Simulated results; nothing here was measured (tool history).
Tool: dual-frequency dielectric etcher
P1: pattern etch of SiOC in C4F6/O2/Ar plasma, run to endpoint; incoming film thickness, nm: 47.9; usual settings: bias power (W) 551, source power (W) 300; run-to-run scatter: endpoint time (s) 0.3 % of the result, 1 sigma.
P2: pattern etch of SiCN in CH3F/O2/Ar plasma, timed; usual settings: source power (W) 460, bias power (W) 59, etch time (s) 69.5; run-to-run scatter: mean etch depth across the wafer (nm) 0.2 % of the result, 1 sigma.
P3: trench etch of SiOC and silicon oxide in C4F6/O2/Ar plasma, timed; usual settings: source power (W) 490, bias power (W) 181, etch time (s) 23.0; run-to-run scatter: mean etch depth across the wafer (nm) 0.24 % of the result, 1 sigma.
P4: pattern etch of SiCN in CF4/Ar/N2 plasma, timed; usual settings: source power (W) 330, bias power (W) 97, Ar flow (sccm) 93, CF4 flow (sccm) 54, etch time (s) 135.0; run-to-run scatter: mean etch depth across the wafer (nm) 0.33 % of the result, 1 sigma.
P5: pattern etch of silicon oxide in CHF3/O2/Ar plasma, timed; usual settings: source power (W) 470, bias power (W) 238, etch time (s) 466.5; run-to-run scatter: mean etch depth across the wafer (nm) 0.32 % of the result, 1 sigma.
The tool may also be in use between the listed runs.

run	hour	process that ran	bias power (W)	source power (W)	Ar flow (sccm)	CF4 flow (sccm)	etch time (s)	endpoint time (s)	mean etch depth across the wafer (nm)
1	4.8	P1	551	300				16.768	
2	13.6	P1	341	390				18.145	
3	19.9	P4	97	330	93	54	135.0		97.080
4	26.5	P1	326	300				20.270	
5	36.6	P1	551	300				16.752	
6	41.3	P3	181	490			23.0		47.730
7	51.8	P1	551	300				16.682	
8	61.0	P5	238	470			466.5		931.860
9	69.7	P1	551	300				16.793	
10	74.5	P1	551	300				16.709	
11	81.0	P1	551	390				15.132	
# hour 84.6: wet clean of the chamber
12	90.2	P1	420	370				17.116	
13	100.4	P1	356	350				18.514	
14	110.7	P2	59	460			87.0		32.384
15	116.0	P5	238	470			466.5		923.640
16	125.9	P4	97	390	93	54	135.0		112.180
17	132.6	P1	551	230				18.386	
18	140.4	P1	751	300				14.917	
19	146.0	P3	181	490			17.0		35.280
20	156.0	P2	59	460			69.5		25.726
21	166.1	P5	238	360			466.5		836.570
22	172.1	P4	97	330	93	54	171.5		122.880
23	178.1	P4	97	330	123	54	135.0		93.066
24	185.2	P1	551	300				16.765	
25	192.5	P3	181	490			23.0		47.691
26	202.9	P4	63	330	93	54	135.0		82.622
27	210.0	P2	59	560			69.5		27.896
28	216.3	P5	238	470			690.0		1367.600
# hour 224.1: bias power generator calibrated
29	226.9	P3	181	370			23.0		42.901
30	233.0	P5	147	470			466.5		782.870
31	238.2	P2	46	460			69.5		23.826
32	243.7	P2	59	460			69.5		25.888
33	251.8	P3	245	490			23.0		52.708
34	261.6	P4	97	330	93	35	135.0		91.030
35	267.5	P1	551	300				16.769	
36	274.8	P1	551	300				16.840	
37	281.1	P1	551	300				16.848	
# hour 284.0: wet clean of the chamber
38	290.2	P1	551	300				16.967	
39	298.1	P1	551	300				17.007	
40	303.6	P1	551	300				16.967	
41	309.9	P1	551	300				16.959	

What P1 gives has crept away from where it was. These 2 causes fit the log equally well, each at the size given:
A: bias power that arrives under what is set, % = 3.92
B: source power that arrives under what is set, % = 4.1
The creep began at about hour 267.5.
Why every other cause is out:
chamber walls in a state that lowers the etch rate, %: serviced at hour 284.0, which brought nothing back

4 check runs are offered, each on 2 wafers whose results are averaged, their results left as question marks. Which one tells the causes apart?
check 1	316.2	P2	59	460			69.5		?
check 2	316.2	P4	97	330	93	54	135.0		?
check 3	316.2	P5	238	470			466.5		?
check 4	316.2	P3	181	490			23.0		?

What each check would give under each cause:
check	result	if A	if B
check 1	mean etch depth across the wafer (nm)	25.509	25.439
check 2	mean etch depth across the wafer (nm)	95.504	93.520
check 3	mean etch depth across the wafer (nm)	911.830	910.590
check 4	mean etch depth across the wafer (nm)	47.144	46.959
How far apart the two closest causes lie, in the result that separates them most: check 1 0.27 %; check 2 2.1 %; check 3 0.14 %; check 4 0.39 %
Only check 2 tells the causes apart: in the others they would give nearly the same result.

Check 2 was then run and gave: mean etch depth across the wafer (nm) 93.057. Which cause is it?

It is B: source power that arrives under what is set, %.
